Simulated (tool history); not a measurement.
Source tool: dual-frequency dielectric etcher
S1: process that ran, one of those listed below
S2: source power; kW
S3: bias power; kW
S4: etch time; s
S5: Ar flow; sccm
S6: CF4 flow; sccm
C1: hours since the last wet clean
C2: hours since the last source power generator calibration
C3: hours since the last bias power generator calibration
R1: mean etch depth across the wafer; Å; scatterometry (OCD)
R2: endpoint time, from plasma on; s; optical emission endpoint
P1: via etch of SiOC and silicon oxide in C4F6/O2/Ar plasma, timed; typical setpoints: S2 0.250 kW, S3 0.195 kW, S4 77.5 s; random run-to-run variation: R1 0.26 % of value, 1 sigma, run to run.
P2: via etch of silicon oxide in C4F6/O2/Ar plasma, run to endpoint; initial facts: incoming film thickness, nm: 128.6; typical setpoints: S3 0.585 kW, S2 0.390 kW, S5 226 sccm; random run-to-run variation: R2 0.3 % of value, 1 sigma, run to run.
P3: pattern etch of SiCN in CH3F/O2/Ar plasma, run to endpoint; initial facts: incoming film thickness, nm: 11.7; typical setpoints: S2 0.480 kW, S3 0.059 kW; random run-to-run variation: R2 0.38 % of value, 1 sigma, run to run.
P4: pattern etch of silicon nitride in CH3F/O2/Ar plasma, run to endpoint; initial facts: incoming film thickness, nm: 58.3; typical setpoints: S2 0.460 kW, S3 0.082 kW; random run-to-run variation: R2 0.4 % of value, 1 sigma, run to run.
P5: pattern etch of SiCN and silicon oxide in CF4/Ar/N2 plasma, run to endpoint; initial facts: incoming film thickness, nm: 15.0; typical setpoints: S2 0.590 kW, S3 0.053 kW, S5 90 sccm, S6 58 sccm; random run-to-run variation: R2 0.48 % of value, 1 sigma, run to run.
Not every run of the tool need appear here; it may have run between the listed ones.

{"run": 1, "day": 0.538, "S1": "P1", "S2": 0.25, "S3": 0.195, "S4": 77.5, "C1": 221.4, "C2": 1117.8, "C3": 1151.2, "R1": 775.4}
{"run": 2, "day": 1.204, "S1": "P4", "S2": 0.46, "S3": 0.112, "C1": 237.4, "C2": 1133.8, "C3": 1167.2, "R2": 68.708}
{"run": 3, "day": 1.854, "S1": "P4", "S2": 0.33, "S3": 0.082, "C1": 253.0, "C2": 1149.4, "C3": 1182.8, "R2": 86.394}
{"run": 4, "day": 2.412, "S1": "P3", "S2": 0.65, "S3": 0.059, "C1": 266.4, "C2": 1162.8, "C3": 1196.2, "R2": 27.926}
{"run": 5, "day": 2.792, "S1": "P1", "S2": 0.25, "S3": 0.195, "S4": 77.5, "C1": 275.5, "C2": 1171.9, "C3": 1205.3, "R1": 773.85}
{"run": 6, "day": 3.125, "S1": "P5", "S2": 0.59, "S3": 0.053, "S5": 90, "S6": 58, "C1": 283.5, "C2": 1179.9, "C3": 1213.3, "R2": 15.435}
{"run": 7, "day": 3.804, "S1": "P2", "S2": 0.39, "S3": 0.585, "S5": 226, "C1": 299.8, "C2": 1196.2, "C3": 1229.6, "R2": 25.782}
{"run": 8, "day": 4.262, "S1": "P5", "S2": 0.59, "S3": 0.053, "S5": 63, "S6": 58, "C1": 310.8, "C2": 1207.2, "C3": 1240.6, "R2": 14.416}
{"run": 9, "day": 4.667, "S1": "P3", "S2": 0.48, "S3": 0.059, "C1": 320.5, "C2": 1216.9, "C3": 1250.3, "R2": 31.148}
{"run": 10, "day": 5.367, "S1": "P1", "S2": 0.25, "S3": 0.149, "S4": 77.5, "C1": 337.3, "C2": 1233.7, "C3": 1267.1, "R1": 708.23}
{"run": 11, "day": 5.85, "S1": "P1", "S2": 0.18, "S3": 0.195, "S4": 77.5, "C1": 348.9, "C2": 1245.3, "C3": 1278.7, "R1": 685.66}
{"run": 12, "day": 6.583, "S1": "P1", "S2": 0.25, "S3": 0.195, "S4": 109.0, "C1": 366.5, "C2": 1262.9, "C3": 1296.3, "R1": 1087.6}
{"run": 13, "day": 6.929, "S1": "P3", "S2": 0.48, "S3": 0.059, "C1": 374.8, "C2": 1271.2, "C3": 1304.6, "R2": 31.094}
{"run": 14, "day": 7.258, "S1": "P5", "S2": 0.59, "S3": 0.053, "S5": 90, "S6": 78, "C1": 382.7, "C2": 1279.1, "C3": 1312.5, "R2": 14.662}
{"run": 15, "day": 7.804, "S1": "P1", "S2": 0.31, "S3": 0.195, "S4": 77.5, "C1": 395.8, "C2": 1292.2, "C3": 1325.6, "R1": 841.91}
{"run": 16, "day": 8.542, "S1": "P1", "S2": 0.2, "S3": 0.195, "S4": 92.5, "C1": 413.5, "C2": 1309.9, "C3": 1343.3, "R1": 851.61}
{"day": 9.075, "done": "bias power generator calibrated"}
{"run": 17, "day": 9.288, "S1": "P2", "S2": 0.39, "S3": 0.413, "S5": 226, "C1": 431.4, "C2": 1327.8, "C3": 5.2, "R2": 29.266}
{"run": 18, "day": 9.867, "S1": "P5", "S2": 0.59, "S3": 0.063, "S5": 90, "S6": 58, "C1": 445.3, "C2": 1341.7, "C3": 19.1, "R2": 14.437}
{"run": 19, "day": 10.421, "S1": "P1", "S2": 0.25, "S3": 0.195, "S4": 77.5, "C1": 458.6, "C2": 1355.0, "C3": 32.4, "R1": 778.16}
{"run": 20, "day": 11.158, "S1": "P2", "S2": 0.39, "S3": 0.585, "S5": 167, "C1": 476.3, "C2": 1372.7, "C3": 50.1, "R2": 24.942}
{"run": 21, "day": 11.533, "S1": "P1", "S2": 0.16, "S3": 0.195, "S4": 44.5, "C1": 485.3, "C2": 1381.7, "C3": 59.1, "R1": 375.93}
{"run": 22, "day": 11.996, "S1": "P1", "S2": 0.25, "S3": 0.261, "S4": 77.5, "C1": 496.4, "C2": 1392.8, "C3": 70.2, "R1": 858.69}
{"run": 23, "day": 12.679, "S1": "P3", "S2": 0.48, "S3": 0.047, "C1": 512.8, "C2": 1409.2, "C3": 86.6, "R2": 33.692}
{"run": 24, "day": 13.162, "S1": "P5", "S2": 0.83, "S3": 0.053, "S5": 90, "S6": 58, "C1": 524.4, "C2": 1420.8, "C3": 98.2, "R2": 11.33}
{"run": 25, "day": 13.879, "S1": "P5", "S2": 0.59, "S3": 0.053, "S5": 90, "S6": 58, "C1": 541.6, "C2": 1438.0, "C3": 115.4, "R2": 15.464}
{"run": 26, "day": 14.538, "S1": "P1", "S2": 0.25, "S3": 0.195, "S4": 77.5, "C1": 557.4, "C2": 1453.8, "C3": 131.2, "R1": 777.18}
{"run": 27, "day": 15.296, "S1": "P1", "S2": 0.25, "S3": 0.195, "S4": 58.0, "C1": 575.6, "C2": 1472.0, "C3": 149.4, "R1": 580.23}
{"run": 28, "day": 16.058, "S1": "P2", "S2": 0.54, "S3": 0.585, "S5": 226, "C1": 593.9, "C2": 1490.3, "C3": 167.7, "R2": 22.854}
{"run": 29, "day": 16.467, "S1": "P1", "S2": 0.25, "S3": 0.195, "S4": 77.5, "C1": 603.7, "C2": 1500.1, "C3": 177.5, "R1": 777.16}
{"run": 30, "day": 17.162, "S1": "P4", "S2": 0.46, "S3": 0.082, "C1": 620.4, "C2": 1516.8, "C3": 194.2, "R2": 76.349}
{"run": 31, "day": 17.929, "S1": "P1", "S2": 0.25, "S3": 0.195, "S4": 77.5, "C1": 638.8, "C2": 1535.2, "C3": 212.6, "R1": 774.52}
{"run": 32, "day": 18.562, "S1": "P4", "S2": 0.46, "S3": 0.082, "C1": 654.0, "C2": 1550.4, "C3": 227.8, "R2": 75.988}
{"run": 33, "day": 19.183, "S1": "P1", "S2": 0.33, "S3": 0.195, "S4": 56.5, "C1": 668.9, "C2": 1565.3, "C3": 242.7, "R1": 631.88}
{"run": 34, "day": 19.654, "S1": "P1", "S2": 0.25, "S3": 0.195, "S4": 77.5, "C1": 680.2, "C2": 1576.6, "C3": 254.0, "R1": 774.93}
{"run": 35, "day": 20.158, "S1": "P1", "S2": 0.25, "S3": 0.195, "S4": 77.5, "C1": 692.3, "C2": 1588.7, "C3": 266.1, "R1": 770.14}
{"run": 36, "day": 20.812, "S1": "P1", "S2": 0.25, "S3": 0.195, "S4": 77.5, "C1": 708.0, "C2": 1604.4, "C3": 281.8, "R1": 767.4}
{"run": 37, "day": 21.196, "S1": "P1", "S2": 0.25, "S3": 0.195, "S4": 77.5, "C1": 717.2, "C2": 1613.6, "C3": 291.0, "R1": 766.63}
{"run": 38, "day": 21.704, "S1": "P1", "S2": 0.25, "S3": 0.195, "S4": 77.5, "C1": 729.4, "C2": 1625.8, "C3": 303.2, "R1": 764.2}
{"run": 39, "day": 22.042, "S1": "P1", "S2": 0.25, "S3": 0.195, "S4": 77.5, "C1": 737.5, "C2": 1633.9, "C3": 311.3, "R1": 764.22}
{"day": 22.083, "done": "wet clean of the chamber"}
{"run": 40, "day": 22.592, "S1": "P1", "S2": 0.25, "S3": 0.195, "S4": 77.5, "C1": 12.2, "C2": 1647.1, "C3": 324.5, "R1": 766.99}
{"run": 41, "day": 23.158, "S1": "P1", "S2": 0.25, "S3": 0.195, "S4": 77.5, "C1": 25.8, "C2": 1660.7, "C3": 338.1, "R1": 766.2}

What P1 gives has crept off from where it sat before. The 2 causes that follow fit the log equally well, each at the size noted:
A: bias power that arrives under what is set, % = 4.33
B: source power that arrives under what is set, % = 3.82
The process output started creeping at around day 19.654.
Why every other cause is out:
chamber walls in a state that lowers the etch rate, %: its service at day 22.083 followed the start of the drift and did not put the process back to its old value

The 4 check runs listed below each average the results of 3 wafers, and their outcomes are marked with question marks. Under which run would the listed causes produce clearly different results?
{"run": "check 1", "day": 23.725, "S1": "P2", "S2": 0.47, "S3": 0.585, "S5": 171, "R2": "?"}
{"run": "check 2", "day": 23.725, "S1": "P3", "S2": 0.57, "S3": 0.059, "R2": "?"}
{"run": "check 3", "day": 23.725, "S1": "P4", "S2": 0.34, "S3": 0.104, "R2": "?"}
{"run": "check 4", "day": 23.725, "S1": "P5", "S2": 0.59, "S3": 0.062, "S5": 64, "S6": 58, "R2": "?"}

Outcome of each check run for each possible cause:
check=check_1 result=R2 if_A=23.624 if_B=23.566
check=check_2 result=R2 if_A=29.722 if_B=29.739
check=check_3 result=R2 if_A=79.888 if_B=79.724
check=check_4 result=R2 if_A=14.026 if_B=14.328
How far apart the two closest causes lie, in the result that separates them most: check 1 0.24 %; check 2 0.06 %; check 3 0.2 %; check 4 2.13 %
Check 4 is the one run that separates the causes; every other check would come out nearly the same whichever cause is at work.

With check 4 done, the readings were: R2 14.318 s. Identify which of the listed causes applies.

The cause is B: source power that arrives under what is set, %.
